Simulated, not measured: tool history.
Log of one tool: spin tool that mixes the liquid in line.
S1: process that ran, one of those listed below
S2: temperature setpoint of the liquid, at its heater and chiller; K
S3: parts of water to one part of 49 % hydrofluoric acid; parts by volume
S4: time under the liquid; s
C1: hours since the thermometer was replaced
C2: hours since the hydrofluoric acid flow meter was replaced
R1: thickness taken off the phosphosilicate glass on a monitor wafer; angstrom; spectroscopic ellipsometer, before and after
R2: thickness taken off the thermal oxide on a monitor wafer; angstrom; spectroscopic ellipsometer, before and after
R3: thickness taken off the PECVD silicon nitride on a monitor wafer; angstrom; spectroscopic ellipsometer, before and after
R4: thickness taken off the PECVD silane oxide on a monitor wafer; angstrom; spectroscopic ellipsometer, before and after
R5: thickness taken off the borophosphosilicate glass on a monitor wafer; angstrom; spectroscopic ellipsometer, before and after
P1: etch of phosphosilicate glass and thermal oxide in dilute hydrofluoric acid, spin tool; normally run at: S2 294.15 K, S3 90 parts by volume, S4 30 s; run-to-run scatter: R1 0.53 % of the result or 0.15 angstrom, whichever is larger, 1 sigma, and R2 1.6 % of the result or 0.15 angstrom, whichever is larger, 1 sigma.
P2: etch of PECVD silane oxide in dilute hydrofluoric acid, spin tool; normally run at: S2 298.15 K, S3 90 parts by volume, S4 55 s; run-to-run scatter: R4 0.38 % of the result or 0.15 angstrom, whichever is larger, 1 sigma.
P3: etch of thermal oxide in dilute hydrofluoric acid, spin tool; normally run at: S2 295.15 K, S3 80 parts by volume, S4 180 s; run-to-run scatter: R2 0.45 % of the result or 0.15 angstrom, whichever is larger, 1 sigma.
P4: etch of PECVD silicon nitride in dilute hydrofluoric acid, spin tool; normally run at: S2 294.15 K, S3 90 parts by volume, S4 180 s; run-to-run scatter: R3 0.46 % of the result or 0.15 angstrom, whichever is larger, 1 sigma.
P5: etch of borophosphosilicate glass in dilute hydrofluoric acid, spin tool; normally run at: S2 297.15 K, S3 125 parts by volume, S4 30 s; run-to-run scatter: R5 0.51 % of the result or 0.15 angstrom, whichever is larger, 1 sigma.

run	hour	S1	S2	S3	S4	C1	C2	R1	R2	R3	R4	R5
1	10.7	P1	294.15	90	30	88.9	569	430.43	14.56			
2	25.7	P1	290.15	90	30	103.9	584	363.02	12.49			
3	36.7	P1	301.15	90	60	114.9	595	1126.1	38.464			
4	49	P1	294.15	150	30	127.2	607.3	236.63	8.2276			
5	64.4	P4	294.15	40	180	142.6	622.7			214.55		
6	72.4	P1	294.15	90	30	150.6	630.7	429.35	14.346			
7	84.8	P2	298.15	30	55	163	643.1				564.37	
8	99.4	P4	302.15	90	180	177.6	657.7			165.5		
9	112.8	P5	290.15	125	30	191	671.1					67.804
10	128.4	P2	298.15	90	85	206.6	686.7				268.84	
11	145.6	P3	295.15	80	320	223.8	703.9		173.79			
12	160.5	P2	291.65	90	55	238.7	718.8				133.01	
13	174.6	P1	294.15	90	30	252.8	732.9	429.84	14.85			
14	185.1	P1	294.15	90	30	263.3	743.4	425.92	14.742			
15	200.2	P2	298.15	90	55	278.4	758.5				172.96	
16	209	P3	295.15	20	180	287.2	767.3		414.82			
17	216.9	P3	295.15	80	180	295.1	775.2		97.814			
18	228.4	P5	297.15	125	30	306.6	786.7					88.874
19	241.8	P1	294.15	90	15	320	800.1	213.72	7.4255			
20	255.4	P1	294.15	90	55	333.6	813.7	788.57	27.036			
21	270.9	P1	294.15	40	30	349.1	829.2	1017.5	36.106			

Run 22 comes next. What will it give?
22	282.1	P1	294.15	90	30	360.3	840.4	?	?			

{"run 22": {"R1": 425.41, "R2": 14.435}}

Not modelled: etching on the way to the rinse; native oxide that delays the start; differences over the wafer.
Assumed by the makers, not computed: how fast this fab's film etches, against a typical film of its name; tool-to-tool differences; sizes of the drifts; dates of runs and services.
